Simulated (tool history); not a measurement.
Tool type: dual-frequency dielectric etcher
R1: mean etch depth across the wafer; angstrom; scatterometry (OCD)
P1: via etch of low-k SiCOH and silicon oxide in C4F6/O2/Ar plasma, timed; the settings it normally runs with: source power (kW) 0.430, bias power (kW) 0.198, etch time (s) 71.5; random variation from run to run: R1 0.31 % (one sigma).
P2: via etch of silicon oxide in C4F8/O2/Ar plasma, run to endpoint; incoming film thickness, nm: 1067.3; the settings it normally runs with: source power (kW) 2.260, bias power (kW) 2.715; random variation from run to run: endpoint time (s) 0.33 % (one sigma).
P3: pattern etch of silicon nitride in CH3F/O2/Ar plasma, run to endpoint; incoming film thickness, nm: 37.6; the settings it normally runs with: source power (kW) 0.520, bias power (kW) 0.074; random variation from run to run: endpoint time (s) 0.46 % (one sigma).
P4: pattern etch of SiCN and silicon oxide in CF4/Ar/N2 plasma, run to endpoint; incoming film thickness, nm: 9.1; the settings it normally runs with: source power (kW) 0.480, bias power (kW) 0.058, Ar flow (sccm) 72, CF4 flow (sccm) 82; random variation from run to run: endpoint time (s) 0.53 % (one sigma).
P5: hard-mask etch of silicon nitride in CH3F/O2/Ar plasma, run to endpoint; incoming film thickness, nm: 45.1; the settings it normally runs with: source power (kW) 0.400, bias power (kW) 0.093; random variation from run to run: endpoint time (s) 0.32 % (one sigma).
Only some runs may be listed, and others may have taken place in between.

Run 1, hour 12.2: process that ran P1, source power (kW) 0.430, bias power (kW) 0.198, etch time (s) 71.5. Result: R1 2138.1 angstrom.
Run 2, hour 20.0: process that ran P1, source power (kW) 0.430, bias power (kW) 0.198, etch time (s) 71.5. Result: R1 2144.6 angstrom.
Run 3, hour 33.6: process that ran P3, source power (kW) 0.520, bias power (kW) 0.098. Result: endpoint time (s) 44.5140.
Run 4, hour 44.1: process that ran P1, source power (kW) 0.430, bias power (kW) 0.240, etch time (s) 71.5. Result: R1 2274.8 angstrom.
Run 5, hour 53.8: process that ran P1, source power (kW) 0.430, bias power (kW) 0.151, etch time (s) 71.5. Result: R1 1974.5 angstrom.
Run 6, hour 68.3: process that ran P2, source power (kW) 2.260, bias power (kW) 1.629. Result: endpoint time (s) 209.2700.
At hour 76.3: bias power generator calibrated.
Run 7, hour 83.7: process that ran P1, source power (kW) 0.430, bias power (kW) 0.118, etch time (s) 102.0. Result: R1 2591.7 angstrom.
Run 8, hour 90.3: process that ran P1, source power (kW) 0.430, bias power (kW) 0.198, etch time (s) 91.0. Result: R1 2731.0 angstrom.
Run 9, hour 102.6: process that ran P3, source power (kW) 0.520, bias power (kW) 0.074. Result: endpoint time (s) 48.5850.
Run 10, hour 115.6: process that ran P4, source power (kW) 0.480, bias power (kW) 0.058, Ar flow (sccm) 72, CF4 flow (sccm) 82. Result: endpoint time (s) 9.9268.
Run 11, hour 130.1: process that ran P4, source power (kW) 0.480, bias power (kW) 0.035, Ar flow (sccm) 72, CF4 flow (sccm) 82. Result: endpoint time (s) 11.5070.
Run 12, hour 139.5: process that ran P1, source power (kW) 0.290, bias power (kW) 0.198, etch time (s) 71.5. Result: R1 1833.7 angstrom.
Run 13, hour 150.5: process that ran P3, source power (kW) 0.520, bias power (kW) 0.074. Result: endpoint time (s) 48.4460.
Run 14, hour 158.7: process that ran P3, source power (kW) 0.650, bias power (kW) 0.074. Result: endpoint time (s) 44.6650.
Run 15, hour 172.1: process that ran P2, source power (kW) 1.430, bias power (kW) 2.715. Result: endpoint time (s) 218.5900.
Run 16, hour 186.1: process that ran P4, source power (kW) 0.480, bias power (kW) 0.058, Ar flow (sccm) 98, CF4 flow (sccm) 82. Result: endpoint time (s) 10.4760.
Run 17, hour 201.1: process that ran P5, source power (kW) 0.400, bias power (kW) 0.093. Result: endpoint time (s) 60.2450.
Run 18, hour 209.4: process that ran P1, source power (kW) 0.430, bias power (kW) 0.198, etch time (s) 71.5. Result: R1 2142.3 angstrom.
Run 19, hour 223.8: process that ran P1, source power (kW) 0.430, bias power (kW) 0.198, etch time (s) 71.5. Result: R1 2128.6 angstrom.
Run 20, hour 235.4: process that ran P1, source power (kW) 0.430, bias power (kW) 0.198, etch time (s) 71.5. Result: R1 2143.0 angstrom.
Run 21, hour 250.0: process that ran P5, source power (kW) 0.400, bias power (kW) 0.093. Result: endpoint time (s) 60.2610.
At hour 259.5: source power generator calibrated.
Run 22, hour 261.6: process that ran P5, source power (kW) 0.400, bias power (kW) 0.117. Result: endpoint time (s) 55.4410.
Run 23, hour 275.5: process that ran P2, source power (kW) 2.260, bias power (kW) 2.715. Result: endpoint time (s) 181.6000.
Run 24, hour 283.2: process that ran P1, source power (kW) 0.430, bias power (kW) 0.198, etch time (s) 54.5. Result: R1 1632.3 angstrom.
Run 25, hour 295.7: process that ran P4, source power (kW) 0.480, bias power (kW) 0.058, Ar flow (sccm) 72, CF4 flow (sccm) 66. Result: endpoint time (s) 10.2020.
Run 26, hour 310.9: process that ran P5, source power (kW) 0.500, bias power (kW) 0.093. Result: endpoint time (s) 55.4000.
Run 27, hour 322.2: process that ran P4, source power (kW) 0.330, bias power (kW) 0.058, Ar flow (sccm) 72, CF4 flow (sccm) 82. Result: endpoint time (s) 13.9850.
Run 28, hour 335.3: process that ran P1, source power (kW) 0.530, bias power (kW) 0.198, etch time (s) 71.5. Result: R1 2322.0 angstrom.
Run 29, hour 349.3: process that ran P1, source power (kW) 0.430, bias power (kW) 0.198, etch time (s) 71.5. Result: R1 2153.5 angstrom.
Run 30, hour 364.6: process that ran P1, source power (kW) 0.430, bias power (kW) 0.198, etch time (s) 71.5. Result: R1 2150.6 angstrom.
Run 31, hour 375.3: process that ran P1, source power (kW) 0.430, bias power (kW) 0.198, etch time (s) 71.5. Result: R1 2154.7 angstrom.
Run 32, hour 390.7: process that ran P1, source power (kW) 0.430, bias power (kW) 0.198, etch time (s) 71.5. Result: R1 2165.0 angstrom.
Run 33, hour 404.4: process that ran P1, source power (kW) 0.430, bias power (kW) 0.198, etch time (s) 71.5. Result: R1 2159.5 angstrom.
At hour 407.3: wet clean of the chamber.
Run 34, hour 413.9: process that ran P1, source power (kW) 0.430, bias power (kW) 0.198, etch time (s) 71.5. Result: R1 2156.7 angstrom.
Run 35, hour 422.0: process that ran P1, source power (kW) 0.430, bias power (kW) 0.198, etch time (s) 71.5. Result: R1 2172.6 angstrom.
Run 36, hour 432.3: process that ran P1, source power (kW) 0.430, bias power (kW) 0.198, etch time (s) 71.5. Result: R1 2181.2 angstrom.
Run 37, hour 440.7: process that ran P1, source power (kW) 0.430, bias power (kW) 0.198, etch time (s) 71.5. Result: R1 2180.4 angstrom.
Run 38, hour 453.6: process that ran P1, source power (kW) 0.430, bias power (kW) 0.198, etch time (s) 71.5. Result: R1 2163.5 angstrom.

P1 has crept away from where it was. The log is fitted equally well by each of these 2 causes, at the sizes shown:
A: source power that arrives over what is set, % = 4.11
B: bias power that arrives over what is set, % = 4.97
The drift started at roughly hour 364.6.
All other causes, with the reason each is excluded:
chamber walls in a state that raises the etch rate, %: maintenance at hour 407.3, after the shift began, did not return the process to its former output

4 check runs are offered, each on 3 wafers whose results are averaged, their results left as question marks. Which one tells the causes apart?
Run check 1, hour 466.5: process that ran P3, source power (kW) 0.520, bias power (kW) 0.091. Result: endpoint time (s) ?.
Run check 2, hour 466.5: process that ran P4, source power (kW) 0.480, bias power (kW) 0.043, Ar flow (sccm) 93, CF4 flow (sccm) 82. Result: endpoint time (s) ?.
Run check 3, hour 466.5: process that ran P2, source power (kW) 1.740, bias power (kW) 2.065. Result: endpoint time (s) ?.
Run check 4, hour 466.5: process that ran P5, source power (kW) 0.480, bias power (kW) 0.110. Result: endpoint time (s) ?.

Check results expected under each cause:
  check             result      if A      if B
check 1  endpoint time (s)   44.7670   44.6740
check 2  endpoint time (s)   10.8760   11.1220
check 3  endpoint time (s)  215.1600  215.5600
check 4  endpoint time (s)   52.3400   52.1830
Per check, the gap between the least separated pair of causes, taken in the result that splits them most: check 1 0.21 %; check 2 2.24 %; check 3 0.18 %; check 4 0.3 %
Check 2 is the one run that separates the causes; every other check would come out nearly the same whichever cause is at work.

After running check 2, the following was obtained: endpoint time (s) 11.1000. Which cause does this point to?

It is B: bias power that arrives over what is set, %.

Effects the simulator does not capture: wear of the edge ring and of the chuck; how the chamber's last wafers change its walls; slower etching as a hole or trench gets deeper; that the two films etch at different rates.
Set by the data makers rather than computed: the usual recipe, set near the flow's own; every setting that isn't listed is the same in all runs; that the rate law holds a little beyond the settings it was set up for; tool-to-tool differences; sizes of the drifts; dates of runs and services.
